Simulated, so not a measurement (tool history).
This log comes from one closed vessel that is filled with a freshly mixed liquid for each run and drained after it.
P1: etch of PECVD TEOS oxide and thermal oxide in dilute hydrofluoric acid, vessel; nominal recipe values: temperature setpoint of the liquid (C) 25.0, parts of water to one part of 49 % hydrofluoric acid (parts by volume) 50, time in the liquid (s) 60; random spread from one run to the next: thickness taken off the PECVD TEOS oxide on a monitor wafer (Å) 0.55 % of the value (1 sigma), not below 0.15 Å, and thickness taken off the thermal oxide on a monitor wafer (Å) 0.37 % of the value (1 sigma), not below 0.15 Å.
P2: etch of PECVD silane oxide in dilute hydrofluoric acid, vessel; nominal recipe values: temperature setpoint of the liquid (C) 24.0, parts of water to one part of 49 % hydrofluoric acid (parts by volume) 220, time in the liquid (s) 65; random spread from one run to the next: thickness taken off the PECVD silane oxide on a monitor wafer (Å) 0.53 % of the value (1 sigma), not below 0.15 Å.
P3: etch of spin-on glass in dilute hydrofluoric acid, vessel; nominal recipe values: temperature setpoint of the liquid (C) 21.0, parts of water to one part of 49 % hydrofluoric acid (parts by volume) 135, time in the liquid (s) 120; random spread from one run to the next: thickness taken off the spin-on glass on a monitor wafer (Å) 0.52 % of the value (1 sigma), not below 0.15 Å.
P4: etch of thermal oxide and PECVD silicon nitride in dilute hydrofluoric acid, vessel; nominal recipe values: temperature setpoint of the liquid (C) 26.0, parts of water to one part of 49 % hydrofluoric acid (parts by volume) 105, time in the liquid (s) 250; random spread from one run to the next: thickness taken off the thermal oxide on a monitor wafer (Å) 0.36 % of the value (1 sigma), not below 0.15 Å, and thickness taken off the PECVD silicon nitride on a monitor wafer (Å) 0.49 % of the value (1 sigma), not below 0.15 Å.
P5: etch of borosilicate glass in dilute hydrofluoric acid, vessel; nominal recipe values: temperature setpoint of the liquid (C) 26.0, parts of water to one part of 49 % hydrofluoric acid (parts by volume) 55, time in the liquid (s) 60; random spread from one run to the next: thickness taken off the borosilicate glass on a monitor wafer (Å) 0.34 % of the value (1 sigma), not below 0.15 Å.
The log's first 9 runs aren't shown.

run    day  process that ran  temperature setpoint of the liquid (C)  parts of water to one part of 49 % hydrofluoric acid (parts by volume)  time in the liquid (s)  thickness taken off the PECVD TEOS oxide on a monitor wafer (Å)  thickness taken off the thermal oxide on a monitor wafer (Å)  thickness taken off the PECVD silane oxide on a monitor wafer (Å)  thickness taken off the borosilicate glass on a monitor wafer (Å)  thickness taken off the PECVD silicon nitride on a monitor wafer (Å)  thickness taken off the spin-on glass on a monitor wafer (Å)
 10  3.417                P1                                    25.0                                                                      50                      60                                                          111.310                                                        65.294
 11  3.792                P5                                    26.0                                                                      25                      60                                                                                                                                                                                                                                                              1077.30
 12  4.233                P3                                    17.0                                                                     135                     120                                                                                                                                                                                                                                                                                                                                                                                                   258.84
 13  4.429                P2                                    17.0                                                                     220                      65                                                                                                                                                                                            96.518
 14  4.862                P1                                    30.0                                                                      80                      60                                                           80.743                                                        47.722
 15  5.167                P2                                    24.0                                                                     220                      65                                                                                                                                                                                           127.120
 16  5.554                P3                                    21.0                                                                      30                     120                                                                                                                                                                                                                                                                                                                                                                                                  1537.80
 17  5.858                P3                                    21.0                                                                     135                     120                                                                                                                                                                                                                                                                                                                                                                                                   300.76
 18  6.175                P1                                    25.0                                                                      20                      60                                                          288.680                                                       170.000
 19  6.554                P3                                    21.0                                                                     135                     190                                                                                                                                                                                                                                                                                                                                                                                                   475.71
 20  6.750                P4                                    26.0                                                                     105                     250                                                                                                                        113.880                                                                                                                                                                                                      69.535
 21  7.083                P1                                    21.5                                                                      50                      60                                                           95.590                                                        56.487
 22  7.433                P5                                    33.5                                                                      55                      60                                                                                                                                                                                                                                                               628.81
 23  7.767                P1                                    25.0                                                                      50                      30                                                           55.737                                                        32.555
 24  8.188                P5                                    26.0                                                                      55                     115                                                                                                                                                                                                                                                               896.66
 25  8.429                P2                                    24.0                                                                     220                      30                                                                                                                                                                                            58.839
 26  8.629                P4                                    26.0                                                                     105                     380                                                                                                                        174.390                                                                                                                                                                                                     105.070

Run 27 comes next. What will it give?
 27  9.004                P1                                    25.0                                                                      90                      60                                                                ?                                                             ?

Run 27 produced thickness taken off the PECVD TEOS oxide on a monitor wafer (Å) 58.561, thickness taken off the thermal oxide on a monitor wafer (Å) 34.390.

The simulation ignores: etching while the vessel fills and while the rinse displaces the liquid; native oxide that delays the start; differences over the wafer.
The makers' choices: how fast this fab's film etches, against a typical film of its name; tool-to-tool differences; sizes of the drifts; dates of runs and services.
